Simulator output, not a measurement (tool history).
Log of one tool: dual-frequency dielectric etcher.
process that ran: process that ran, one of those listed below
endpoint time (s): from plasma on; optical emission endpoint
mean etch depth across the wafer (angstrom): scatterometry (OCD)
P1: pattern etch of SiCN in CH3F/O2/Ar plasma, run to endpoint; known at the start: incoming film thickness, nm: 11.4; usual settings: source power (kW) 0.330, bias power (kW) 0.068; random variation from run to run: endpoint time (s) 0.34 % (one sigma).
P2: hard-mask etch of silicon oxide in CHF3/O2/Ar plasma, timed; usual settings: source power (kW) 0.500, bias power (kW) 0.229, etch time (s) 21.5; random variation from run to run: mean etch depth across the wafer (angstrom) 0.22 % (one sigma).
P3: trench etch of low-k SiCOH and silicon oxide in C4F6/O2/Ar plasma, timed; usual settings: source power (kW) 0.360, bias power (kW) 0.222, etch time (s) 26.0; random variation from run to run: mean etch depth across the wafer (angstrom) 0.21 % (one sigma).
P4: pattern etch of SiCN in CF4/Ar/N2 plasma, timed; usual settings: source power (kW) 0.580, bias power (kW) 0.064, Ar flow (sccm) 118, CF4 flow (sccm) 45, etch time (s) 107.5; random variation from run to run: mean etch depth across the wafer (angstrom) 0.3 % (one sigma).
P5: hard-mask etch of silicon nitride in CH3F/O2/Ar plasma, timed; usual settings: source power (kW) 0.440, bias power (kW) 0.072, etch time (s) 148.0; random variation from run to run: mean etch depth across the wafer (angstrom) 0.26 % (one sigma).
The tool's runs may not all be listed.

run     day  process that ran  source power (kW)  bias power (kW)  etch time (s)  Ar flow (sccm)  CF4 flow (sccm)  hours since the last wet clean  hours since the last source power generator calibration  hours since the last bias power generator calibration  endpoint time (s)  mean etch depth across the wafer (angstrom)
  1   0.296                P1              0.330            0.068                                                                           245.1                                                   2188.1                                                  566.6             33.598
  2   0.542                P5              0.440            0.089          148.0                                                            251.0                                                   2194.0                                                  572.5                                                         1144.80
  3   0.842                P1              0.390            0.087                                                                           258.2                                                   2201.2                                                  579.7             28.760
  4   1.050                P1              0.200            0.068                                                                           263.2                                                   2206.2                                                  584.7             40.311
  5   1.288                P1              0.430            0.044                                                                           268.9                                                   2211.9                                                  590.4             35.074
  6   1.667                P4              0.580            0.047          107.5             118               45                           278.0                                                   2221.0                                                  599.5                                                          893.85
  7   1.904                P4              0.580            0.064          107.5             118               45                           283.7                                                   2226.7                                                  605.2                                                          999.81
  8   2.288                P4              0.580            0.064          107.5             118               61                           292.9                                                   2235.9                                                  614.4                                                         1053.50
  9   2.621                P3              0.360            0.222           26.0                                                            300.9                                                   2243.9                                                  622.4                                                          869.39
 10   2.917                P2              0.500            0.229           21.5                                                            308.0                                                   2251.0                                                  629.5                                                          442.20
 11   3.308                P1              0.330            0.093                                                                           317.4                                                   2260.4                                                  638.9             29.684
 12   3.725                P2              0.500            0.229           21.5                                                            327.4                                                   2270.4                                                  648.9                                                          440.53
 13   4.133                P4              0.430            0.064          107.5             118               45                           337.2                                                   2280.2                                                  658.7                                                          767.42
 14   4.329                P1              0.330            0.068                                                                           341.9                                                   2284.9                                                  663.4             33.417
 15   4.538                P5              0.440            0.072           89.5                                                            346.9                                                   2289.9                                                  668.4                                                          643.23
 16   4.883                P1              0.330            0.068                                                                           355.2                                                   2298.2                                                  676.7             33.393
 17   5.221                P1              0.460            0.068                                                                           363.3                                                   2306.3                                                  684.8             29.637
 18   5.554                P1              0.330            0.044                                                                           371.3                                                   2314.3                                                  692.8             38.752
 19   5.879                P1              0.220            0.056                                                                           379.1                                                   2322.1                                                  700.6             41.662
 20   6.283                P1              0.330            0.068                                                                           388.8                                                   2331.8                                                  710.3             33.639
 21   6.721                P3              0.360            0.282           26.0                                                            399.3                                                   2342.3                                                  720.8                                                          939.69
 22   7.158                P5              0.440            0.072          148.0                                                            409.8                                                   2352.8                                                  731.3                                                         1062.00
 23   7.533                P2              0.700            0.229           21.5                                                            418.8                                                   2361.8                                                  740.3                                                          500.43
 24   7.804                P5              0.440            0.072          148.0                                                            425.3                                                   2368.3                                                  746.8                                                         1061.50
 25   8.004                P4              0.580            0.064          107.5             168               45                           430.1                                                   2373.1                                                  751.6                                                          931.09
 26   8.317                P4              0.580            0.064           70.0             118               45                           437.6                                                   2380.6                                                  759.1                                                          647.74
 27   8.579                P3              0.260            0.222           26.0                                                            443.9                                                   2386.9                                                  765.4                                                          765.63
 28   8.908                P5              0.270            0.072          148.0                                                            451.8                                                   2394.8                                                  773.3                                                          882.41
 29   9.312                P2              0.500            0.147           21.5                                                            461.5                                                   2404.5                                                  783.0                                                          376.16
 30   9.504                P2              0.500            0.229           30.0                                                            466.1                                                   2409.1                                                  787.6                                                          615.58
 31   9.817                P3              0.360            0.222           19.5                                                            473.6                                                   2416.6                                                  795.1                                                          647.51
 32  10.221                P1              0.330            0.068                                                                           483.3                                                   2426.3                                                  804.8             33.474
 33  10.646                P1              0.330            0.068                                                                           493.5                                                   2436.5                                                  815.0             33.214
 34  11.058                P1              0.330            0.068                                                                           503.4                                                   2446.4                                                  824.9             32.906
 35  11.262                P1              0.330            0.068                                                                           508.3                                                   2451.3                                                  829.8             33.128
     11.383  -- wet clean of the chamber
 36  11.625                P1              0.330            0.068                                                                             5.9                                                   2460.0                                                  838.5             32.796
 37  11.938                P1              0.330            0.068                                                                            13.4                                                   2467.5                                                  846.0             32.743

Forecast run 38:
 38  12.300                P1              0.330            0.068                                                                            22.1                                                   2476.2                                                  854.7                  ?

{"run 38": {"endpoint time (s)": 32.809}}
